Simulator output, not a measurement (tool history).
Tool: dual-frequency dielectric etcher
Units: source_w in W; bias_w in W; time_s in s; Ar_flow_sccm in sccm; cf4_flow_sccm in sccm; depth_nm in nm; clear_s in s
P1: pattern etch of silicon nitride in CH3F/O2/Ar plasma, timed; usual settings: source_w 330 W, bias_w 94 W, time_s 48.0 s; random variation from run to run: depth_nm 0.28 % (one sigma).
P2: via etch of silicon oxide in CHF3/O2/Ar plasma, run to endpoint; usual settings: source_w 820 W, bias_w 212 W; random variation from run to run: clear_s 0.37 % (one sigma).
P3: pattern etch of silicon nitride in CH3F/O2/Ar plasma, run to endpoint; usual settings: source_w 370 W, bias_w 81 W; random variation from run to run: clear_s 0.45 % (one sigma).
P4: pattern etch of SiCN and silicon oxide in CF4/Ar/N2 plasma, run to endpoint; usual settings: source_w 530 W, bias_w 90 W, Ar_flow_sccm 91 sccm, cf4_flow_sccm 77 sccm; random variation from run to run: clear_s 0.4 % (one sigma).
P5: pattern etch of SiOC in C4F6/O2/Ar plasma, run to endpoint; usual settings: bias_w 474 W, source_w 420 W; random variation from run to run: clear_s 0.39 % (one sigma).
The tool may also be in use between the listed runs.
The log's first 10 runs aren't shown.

run    day  process  source_w  bias_w  time_s  Ar_flow_sccm  cf4_flow_sccm  depth_nm   clear_s
 11  1.954       P5       420     474                                                  10.5030
 12  2.175       P4       720      90                    91             77              8.6161
 13  2.300       P3       220      81                                                  54.4320
 14  2.508       P5       420     596                                                   9.6965
 15  2.629       P2       820     282                                                 237.1400
 16  2.733       P1       390      94    48.0                                 36.657
 17  2.971       P1       240      94    48.0                                 30.457
 18  3.150       P4       530      59                    91             77             13.0670
 19  3.308       P3       370      81                                                  44.1550
 20  3.496       P4       530      90                    91            109             10.7990
 21  3.712       P1       330      94    48.0                                 34.596
 22  3.929       P1       330      94    35.5                                 25.568

The next listed run, before its measurement:
 23  4.158       P1       330      94    48.0                                      ?

depth_nm: 34.498 nm
